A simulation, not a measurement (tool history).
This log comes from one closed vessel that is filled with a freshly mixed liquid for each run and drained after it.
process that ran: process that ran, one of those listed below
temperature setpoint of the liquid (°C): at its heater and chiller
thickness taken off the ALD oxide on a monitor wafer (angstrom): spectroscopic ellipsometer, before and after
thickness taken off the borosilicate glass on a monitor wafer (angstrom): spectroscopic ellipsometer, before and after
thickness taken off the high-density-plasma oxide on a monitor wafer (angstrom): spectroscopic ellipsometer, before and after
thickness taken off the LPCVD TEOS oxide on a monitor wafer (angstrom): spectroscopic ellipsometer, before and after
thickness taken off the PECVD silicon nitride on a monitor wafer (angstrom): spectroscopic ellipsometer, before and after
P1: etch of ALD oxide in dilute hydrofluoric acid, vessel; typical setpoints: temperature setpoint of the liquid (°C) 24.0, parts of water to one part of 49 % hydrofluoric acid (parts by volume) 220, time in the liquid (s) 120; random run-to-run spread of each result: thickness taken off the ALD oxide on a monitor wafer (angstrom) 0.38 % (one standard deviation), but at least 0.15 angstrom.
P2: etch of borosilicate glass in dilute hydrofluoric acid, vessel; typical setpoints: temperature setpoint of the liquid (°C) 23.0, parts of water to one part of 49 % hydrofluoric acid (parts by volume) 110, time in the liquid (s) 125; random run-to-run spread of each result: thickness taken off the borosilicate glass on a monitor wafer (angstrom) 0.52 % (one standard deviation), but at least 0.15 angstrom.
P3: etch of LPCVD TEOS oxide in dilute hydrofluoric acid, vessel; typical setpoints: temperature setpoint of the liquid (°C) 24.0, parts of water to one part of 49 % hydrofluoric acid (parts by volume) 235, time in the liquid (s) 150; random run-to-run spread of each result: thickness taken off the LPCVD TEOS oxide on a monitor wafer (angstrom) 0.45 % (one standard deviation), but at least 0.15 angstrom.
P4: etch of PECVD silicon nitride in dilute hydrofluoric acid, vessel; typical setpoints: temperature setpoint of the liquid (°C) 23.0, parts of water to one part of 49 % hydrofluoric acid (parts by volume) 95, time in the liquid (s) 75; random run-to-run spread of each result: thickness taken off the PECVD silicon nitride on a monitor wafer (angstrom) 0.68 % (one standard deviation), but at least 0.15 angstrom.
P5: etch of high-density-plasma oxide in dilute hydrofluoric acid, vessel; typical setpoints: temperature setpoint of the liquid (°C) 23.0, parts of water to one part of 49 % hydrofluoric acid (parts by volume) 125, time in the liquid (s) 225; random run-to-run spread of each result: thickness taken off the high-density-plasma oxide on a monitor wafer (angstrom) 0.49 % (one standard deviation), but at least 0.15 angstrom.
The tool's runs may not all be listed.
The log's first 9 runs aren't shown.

run,hour,process that ran,temperature setpoint of the liquid (°C),parts of water to one part of 49 % hydrofluoric acid (parts by volume),time in the liquid (s),hours since the thermometer was replaced,hours since the hydrofluoric acid flow meter was replaced,thickness taken off the ALD oxide on a monitor wafer (angstrom),thickness taken off the borosilicate glass on a monitor wafer (angstrom),thickness taken off the high-density-plasma oxide on a monitor wafer (angstrom),thickness taken off the LPCVD TEOS oxide on a monitor wafer (angstrom),thickness taken off the PECVD silicon nitride on a monitor wafer (angstrom)
10,152.9,P1,24.0,220,65,247.7,686.6,58.943,,,,
11,171.1,P1,24.0,100,120,265.9,704.8,274.990,,,,
12,184.4,P5,17.0,125,225,279.2,718.1,,,110.340,,
13,201.6,P3,24.0,235,150,296.4,735.3,,,,302.20,
14,215.9,P4,23.0,95,125,310.7,749.6,,,,,67.183
15,226.8,P5,23.0,40,225,321.6,760.5,,,490.630,,
16,243.9,P4,23.0,60,75,338.7,777.6,,,,,63.941
17,255.7,P3,24.0,410,150,350.5,789.4,,,,146.96,
18,274.6,P4,23.0,95,75,369.4,808.3,,,,,40.094
19,293.3,P5,23.0,125,30,388.1,827.0,,,18.468,,
20,311.3,P1,24.0,220,120,406.1,845.0,110.120,,,,
21,319.8,P5,23.0,125,225,414.6,853.5,,,139.980,,
22,333.6,P4,28.0,95,75,428.4,867.3,,,,,55.208
23,345.5,P1,24.0,130,200,440.3,879.2,340.660,,,,
24,356.3,P1,17.5,220,120,451.1,890.0,85.840,,,,
25,367.8,P1,24.0,220,230,462.6,901.5,210.030,,,,
26,382.8,P3,24.0,235,255,477.6,916.5,,,,513.27,
27,394.5,P1,24.0,380,120,489.3,928.2,54.300,,,,
28,403.1,P3,31.5,235,150,497.9,936.8,,,,392.11,
29,414.7,P1,24.0,220,120,509.5,948.4,108.910,,,,
30,431.6,P4,23.0,95,75,526.4,965.3,,,,,40.163
31,440.0,P2,23.0,110,125,534.8,973.7,,400.61,,,
32,450.0,P2,23.0,60,125,544.8,983.7,,790.90,,,
33,468.5,P2,17.0,110,125,563.3,1002.2,,313.68,,,

Predict the results of run 34:
34,485.8,P1,24.0,220,120,580.6,1019.5,?,,,,

Run 34 measured thickness taken off the ALD oxide on a monitor wafer (angstrom) 109.440.
